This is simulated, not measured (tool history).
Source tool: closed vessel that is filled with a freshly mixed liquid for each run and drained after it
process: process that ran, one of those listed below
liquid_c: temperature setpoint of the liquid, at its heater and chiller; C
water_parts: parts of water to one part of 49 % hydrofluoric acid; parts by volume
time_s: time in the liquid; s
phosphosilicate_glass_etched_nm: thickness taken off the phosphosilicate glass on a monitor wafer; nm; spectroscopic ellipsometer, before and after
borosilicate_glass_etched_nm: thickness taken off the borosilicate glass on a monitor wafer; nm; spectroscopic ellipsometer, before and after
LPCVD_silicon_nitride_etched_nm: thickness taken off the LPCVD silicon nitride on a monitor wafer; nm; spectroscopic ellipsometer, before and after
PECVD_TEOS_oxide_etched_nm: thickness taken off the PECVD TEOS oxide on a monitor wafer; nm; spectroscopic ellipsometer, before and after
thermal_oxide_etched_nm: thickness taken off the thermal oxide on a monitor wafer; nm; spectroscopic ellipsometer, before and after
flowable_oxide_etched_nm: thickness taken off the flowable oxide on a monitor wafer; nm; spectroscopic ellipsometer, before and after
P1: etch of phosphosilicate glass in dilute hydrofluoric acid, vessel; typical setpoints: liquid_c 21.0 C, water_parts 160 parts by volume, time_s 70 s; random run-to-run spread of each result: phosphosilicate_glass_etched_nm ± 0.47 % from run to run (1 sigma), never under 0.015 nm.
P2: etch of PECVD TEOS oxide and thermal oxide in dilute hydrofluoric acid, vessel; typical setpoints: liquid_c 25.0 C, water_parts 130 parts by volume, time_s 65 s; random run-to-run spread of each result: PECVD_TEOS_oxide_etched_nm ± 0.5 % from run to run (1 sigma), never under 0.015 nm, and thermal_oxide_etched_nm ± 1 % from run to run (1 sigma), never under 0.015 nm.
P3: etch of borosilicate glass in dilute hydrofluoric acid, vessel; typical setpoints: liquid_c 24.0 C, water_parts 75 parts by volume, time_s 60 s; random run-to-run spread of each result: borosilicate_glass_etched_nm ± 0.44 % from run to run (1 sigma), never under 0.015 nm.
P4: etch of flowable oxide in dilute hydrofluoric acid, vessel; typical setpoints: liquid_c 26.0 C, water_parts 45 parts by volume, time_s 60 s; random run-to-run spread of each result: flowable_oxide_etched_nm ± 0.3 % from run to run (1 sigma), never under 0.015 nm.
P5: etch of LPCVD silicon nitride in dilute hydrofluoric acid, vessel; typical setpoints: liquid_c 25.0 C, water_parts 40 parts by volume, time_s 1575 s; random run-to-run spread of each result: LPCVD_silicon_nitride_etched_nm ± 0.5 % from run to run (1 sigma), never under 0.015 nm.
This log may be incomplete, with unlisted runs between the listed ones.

run	hour	process	liquid_c	water_parts	time_s	phosphosilicate_glass_etched_nm	borosilicate_glass_etched_nm	LPCVD_silicon_nitride_etched_nm	PECVD_TEOS_oxide_etched_nm	thermal_oxide_etched_nm	flowable_oxide_etched_nm
1	9.5	P1	21.0	160	70	40.962					
2	15.5	P1	21.0	260	70	22.746					
3	25.2	P3	30.5	75	60		18.089				
4	32.5	P1	21.0	160	70	40.769					
5	37.5	P1	27.5	160	30	22.501					
6	45.2	P1	21.0	160	70	40.647					
7	52.1	P1	27.0	160	70	51.236					
8	62.9	P3	24.0	75	60		14.031				
9	71.7	P3	24.0	20	60		56.898				
10	81.9	P5	25.0	40	1575			21.196			
# hour 90.5: thermometer replaced
11	92.1	P5	25.0	40	1575			21.007			
12	97.4	P1	21.0	160	70	40.840					
13	107.3	P2	25.0	50	65				22.8630	6.7109	
14	115.1	P5	32.5	40	1575			34.185			
15	122.1	P5	25.0	20	1575			40.646			
16	129.1	P1	21.0	160	130	75.939					
17	138.9	P1	21.0	100	70	69.672					
18	148.6	P1	27.5	80	70	114.950					
19	156.5	P1	17.0	160	70	34.745					
20	164.9	P3	24.0	75	115		26.757				
21	173.1	P4	31.5	45	60						70.114
22	180.6	P2	19.0	130	65				6.1357	1.9208	
23	187.1	P4	26.0	65	60						37.800
24	193.5	P2	25.0	130	30				3.6181	1.0491	
25	203.7	P1	21.0	160	70	40.981					
26	209.6	P2	25.0	130	65				7.9246	2.3401	
27	220.2	P4	26.0	45	60						56.532
28	225.4	P1	21.0	160	70	41.009					
29	234.4	P4	26.0	45	85						80.058
30	240.1	P2	25.0	130	65				7.8035	2.3517	
31	247.7	P5	25.0	40	2970			39.710			
32	255.3	P1	25.0	160	30	20.441					
33	263.0	P4	26.0	45	60						56.278
34	272.7	P1	21.0	160	30	17.420					
35	279.6	P1	21.0	160	70	40.625					
36	287.7	P1	21.0	160	70	41.975					
37	293.4	P1	21.0	160	70	42.479					
38	304.3	P1	21.0	160	70	42.958					
39	310.3	P1	21.0	160	70	43.200					
40	320.2	P1	21.0	160	70	43.454					
41	329.4	P1	21.0	160	70	43.759					
42	337.0	P1	21.0	160	70	43.788					
43	345.6	P1	21.0	160	70	44.023					
44	352.8	P1	21.0	160	70	43.960					

What P1 gives has crept away from where it was. These 2 causes fit the log equally well, each at the size given:
A: hydrofluoric acid flow above the setpoint (%) = 6.57
B: liquid hotter than its thermometer reads (K) = 1.92
Creep in the process output first set in at about hour 279.6.

The check runs listed below each take one wafer, and their results are still question marks. Under which run would the listed causes lead to clearly different results?
check 1	360.0	P3	29.5	30	60		?				
check 2	360.0	P2	25.0	50	65				?	?	
check 3	360.0	P5	32.5	40	1575			?			
check 4	360.0	P4	30.5	55	60						?

If the cause were each of the candidates in turn, the checks would give the following:
check	result	if A	if B
check 1	borosilicate_glass_etched_nm	49.969	50.473
check 2	PECVD_TEOS_oxide_etched_nm	24.1150	24.3580
check 2	thermal_oxide_etched_nm	7.2930	7.3664
check 3	LPCVD_silicon_nitride_etched_nm	36.539	38.746
check 4	flowable_oxide_etched_nm	58.180	58.485
Gap, in per cent, between the two causes that each check separates least, read from the result that separates them most: check 1 1 %; check 2 1 %; check 3 5.86 %; check 4 0.52 %
Only check 3 tells the causes apart: in the others they would give nearly the same result.

Check 3 was carried out, with these results: LPCVD_silicon_nitride_etched_nm 38.820 nm. Which of the listed causes is responsible?

B is the cause: liquid hotter than its thermometer reads (K).
